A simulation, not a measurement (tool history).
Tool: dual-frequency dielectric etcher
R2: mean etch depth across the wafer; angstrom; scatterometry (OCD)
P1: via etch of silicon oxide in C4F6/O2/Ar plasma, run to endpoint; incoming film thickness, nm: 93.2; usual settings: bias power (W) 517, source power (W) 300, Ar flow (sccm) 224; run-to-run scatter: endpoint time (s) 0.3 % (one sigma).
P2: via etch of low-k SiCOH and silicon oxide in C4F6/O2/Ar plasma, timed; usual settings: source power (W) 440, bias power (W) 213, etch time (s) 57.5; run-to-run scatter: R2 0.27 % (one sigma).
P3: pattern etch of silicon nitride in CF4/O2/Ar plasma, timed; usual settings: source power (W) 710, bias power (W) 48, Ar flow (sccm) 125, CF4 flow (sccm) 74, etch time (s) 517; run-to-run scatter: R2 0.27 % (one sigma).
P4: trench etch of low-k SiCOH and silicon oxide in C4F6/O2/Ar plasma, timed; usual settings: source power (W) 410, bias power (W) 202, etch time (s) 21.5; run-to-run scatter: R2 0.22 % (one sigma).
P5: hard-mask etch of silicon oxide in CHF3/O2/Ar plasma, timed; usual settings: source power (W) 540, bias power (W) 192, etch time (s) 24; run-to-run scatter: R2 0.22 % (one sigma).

{"run": 1, "hour": 6.6, "process that ran": "P1", "bias power (W)": 517, "source power (W)": 300, "Ar flow (sccm)": 224, "endpoint time (s)": 22.113}
{"run": 2, "hour": 17.0, "process that ran": "P3", "bias power (W)": 48, "source power (W)": 710, "Ar flow (sccm)": 125, "CF4 flow (sccm)": 52, "etch time (s)": 517, "R2": 11794}
{"run": 3, "hour": 28.1, "process that ran": "P1", "bias power (W)": 517, "source power (W)": 300, "Ar flow (sccm)": 140, "endpoint time (s)": 20.905}
{"run": 4, "hour": 36.1, "process that ran": "P1", "bias power (W)": 517, "source power (W)": 300, "Ar flow (sccm)": 224, "endpoint time (s)": 22.079}
{"run": 5, "hour": 50.2, "process that ran": "P1", "bias power (W)": 352, "source power (W)": 300, "Ar flow (sccm)": 224, "endpoint time (s)": 25.514}
{"run": 6, "hour": 58.5, "process that ran": "P4", "bias power (W)": 202, "source power (W)": 410, "etch time (s)": 21.5, "R2": 681.63}
{"run": 7, "hour": 69.6, "process that ran": "P3", "bias power (W)": 30, "source power (W)": 710, "Ar flow (sccm)": 125, "CF4 flow (sccm)": 74, "etch time (s)": 517, "R2": 10483}
{"run": 8, "hour": 82.0, "process that ran": "P1", "bias power (W)": 732, "source power (W)": 300, "Ar flow (sccm)": 224, "endpoint time (s)": 19.267}
{"run": 9, "hour": 93.0, "process that ran": "P3", "bias power (W)": 48, "source power (W)": 710, "Ar flow (sccm)": 169, "CF4 flow (sccm)": 74, "etch time (s)": 517, "R2": 11884}
{"run": 10, "hour": 106.4, "process that ran": "P4", "bias power (W)": 202, "source power (W)": 410, "etch time (s)": 12, "R2": 383.27}
{"run": 11, "hour": 118.0, "process that ran": "P3", "bias power (W)": 48, "source power (W)": 710, "Ar flow (sccm)": 125, "CF4 flow (sccm)": 74, "etch time (s)": 517, "R2": 12464}
{"run": 12, "hour": 125.4, "process that ran": "P4", "bias power (W)": 202, "source power (W)": 410, "etch time (s)": 21.5, "R2": 687.05}
{"run": 13, "hour": 137.7, "process that ran": "P2", "bias power (W)": 213, "source power (W)": 260, "etch time (s)": 57.5, "R2": 1450.1}
{"run": 14, "hour": 146.8, "process that ran": "P1", "bias power (W)": 517, "source power (W)": 300, "Ar flow (sccm)": 224, "endpoint time (s)": 22.005}
{"run": 15, "hour": 160.5, "process that ran": "P1", "bias power (W)": 517, "source power (W)": 390, "Ar flow (sccm)": 224, "endpoint time (s)": 20.029}
{"run": 16, "hour": 169.1, "process that ran": "P4", "bias power (W)": 202, "source power (W)": 270, "etch time (s)": 21.5, "R2": 584.53}
{"run": 17, "hour": 177.1, "process that ran": "P2", "bias power (W)": 171, "source power (W)": 440, "etch time (s)": 57.5, "R2": 1664.2}
{"run": 18, "hour": 183.8, "process that ran": "P2", "bias power (W)": 213, "source power (W)": 440, "etch time (s)": 57.5, "R2": 1793.9}
{"run": 19, "hour": 190.2, "process that ran": "P3", "bias power (W)": 48, "source power (W)": 860, "Ar flow (sccm)": 125, "CF4 flow (sccm)": 74, "etch time (s)": 517, "R2": 14661}
{"run": 20, "hour": 200.1, "process that ran": "P1", "bias power (W)": 517, "source power (W)": 250, "Ar flow (sccm)": 308, "endpoint time (s)": 24.427}
{"run": 21, "hour": 208.8, "process that ran": "P5", "bias power (W)": 192, "source power (W)": 420, "etch time (s)": 24, "R2": 423.21}
{"run": 22, "hour": 218.3, "process that ran": "P1", "bias power (W)": 517, "source power (W)": 220, "Ar flow (sccm)": 224, "endpoint time (s)": 24.607}
{"run": 23, "hour": 232.4, "process that ran": "P5", "bias power (W)": 192, "source power (W)": 540, "etch time (s)": 30.5, "R2": 591.33}
{"run": 24, "hour": 245.3, "process that ran": "P2", "bias power (W)": 213, "source power (W)": 440, "etch time (s)": 41, "R2": 1274.3}
{"run": 25, "hour": 256.0, "process that ran": "P5", "bias power (W)": 126, "source power (W)": 540, "etch time (s)": 24, "R2": 405.4}
{"run": 26, "hour": 269.7, "process that ran": "P3", "bias power (W)": 48, "source power (W)": 710, "Ar flow (sccm)": 125, "CF4 flow (sccm)": 74, "etch time (s)": 764, "R2": 18351}
{"run": 27, "hour": 281.7, "process that ran": "P1", "bias power (W)": 517, "source power (W)": 300, "Ar flow (sccm)": 224, "endpoint time (s)": 22.075}
{"run": 28, "hour": 293.7, "process that ran": "P1", "bias power (W)": 517, "source power (W)": 300, "Ar flow (sccm)": 224, "endpoint time (s)": 21.997}
{"run": 29, "hour": 305.4, "process that ran": "P1", "bias power (W)": 517, "source power (W)": 300, "Ar flow (sccm)": 224, "endpoint time (s)": 22.047}
{"run": 30, "hour": 318.9, "process that ran": "P1", "bias power (W)": 517, "source power (W)": 300, "Ar flow (sccm)": 270, "endpoint time (s)": 22.529}
{"run": 31, "hour": 327.0, "process that ran": "P5", "bias power (W)": 192, "source power (W)": 540, "etch time (s)": 24, "R2": 467.83}
{"run": 32, "hour": 333.9, "process that ran": "P4", "bias power (W)": 268, "source power (W)": 410, "etch time (s)": 21.5, "R2": 754.81}
{"run": 33, "hour": 343.0, "process that ran": "P1", "bias power (W)": 517, "source power (W)": 300, "Ar flow (sccm)": 224, "endpoint time (s)": 22.018}
{"run": 34, "hour": 354.9, "process that ran": "P1", "bias power (W)": 517, "source power (W)": 300, "Ar flow (sccm)": 224, "endpoint time (s)": 21.773}
{"run": 35, "hour": 368.3, "process that ran": "P1", "bias power (W)": 517, "source power (W)": 300, "Ar flow (sccm)": 224, "endpoint time (s)": 21.738}
{"run": 36, "hour": 382.2, "process that ran": "P1", "bias power (W)": 517, "source power (W)": 300, "Ar flow (sccm)": 224, "endpoint time (s)": 21.826}
{"hour": 382.8, "done": "wet clean of the chamber"}
{"run": 37, "hour": 391.9, "process that ran": "P1", "bias power (W)": 517, "source power (W)": 300, "Ar flow (sccm)": 224, "endpoint time (s)": 21.697}
{"hour": 396.4, "done": "Ar flow controller replaced"}
{"run": 38, "hour": 405.7, "process that ran": "P1", "bias power (W)": 517, "source power (W)": 300, "Ar flow (sccm)": 224, "endpoint time (s)": 21.738}
{"run": 39, "hour": 418.6, "process that ran": "P1", "bias power (W)": 517, "source power (W)": 300, "Ar flow (sccm)": 224, "endpoint time (s)": 21.674}
{"run": 40, "hour": 429.0, "process that ran": "P1", "bias power (W)": 517, "source power (W)": 300, "Ar flow (sccm)": 224, "endpoint time (s)": 21.684}
{"run": 41, "hour": 441.5, "process that ran": "P1", "bias power (W)": 517, "source power (W)": 300, "Ar flow (sccm)": 224, "endpoint time (s)": 21.667}

What P1 gives has crept away from where it was. These 2 causes fit the log equally well, each at the size given:
A: source power that arrives over what is set, % = 4.63
B: bias power that arrives over what is set, % = 4.44
The creep began at about hour 343.
Why every other cause is out:
chamber walls in a state that raises the etch rate, %: serviced at hour 382.8, which brought nothing back
Ar flow that arrives under what is set, %: serviced at hour 396.4, which brought nothing back

4 check runs are offered, one wafer each, their results left as question marks. Which one tells the causes apart?
{"run": "check 1", "hour": 454.0, "process that ran": "P5", "bias power (W)": 159, "source power (W)": 540, "etch time (s)": 24, "R2": "?"}
{"run": "check 2", "hour": 454.0, "process that ran": "P3", "bias power (W)": 48, "source power (W)": 710, "Ar flow (sccm)": 125, "CF4 flow (sccm)": 60, "etch time (s)": 517, "R2": "?"}
{"run": "check 3", "hour": 454.0, "process that ran": "P2", "bias power (W)": 213, "source power (W)": 340, "etch time (s)": 57.5, "R2": "?"}
{"run": "check 4", "hour": 454.0, "process that ran": "P4", "bias power (W)": 251, "source power (W)": 410, "etch time (s)": 16, "R2": "?"}

What each check would give under each cause:
check=check_1 result=R2 if_A=444.26 if_B=442.93
check=check_2 result=R2 if_A=12536 if_B=12269
check=check_3 result=R2 if_A=1639.9 if_B=1635.1
check=check_4 result=R2 if_A=557.53 if_B=556.09
How far apart the two closest causes lie, in the result that separates them most: check 1 0.3 %; check 2 2.15 %; check 3 0.3 %; check 4 0.26 %
Only check 2 tells the causes apart: in the others they would give nearly the same result.

Then check 2 was run and gave: R2 12305 angstrom. Which cause is it?

It is B: bias power that arrives over what is set, %.
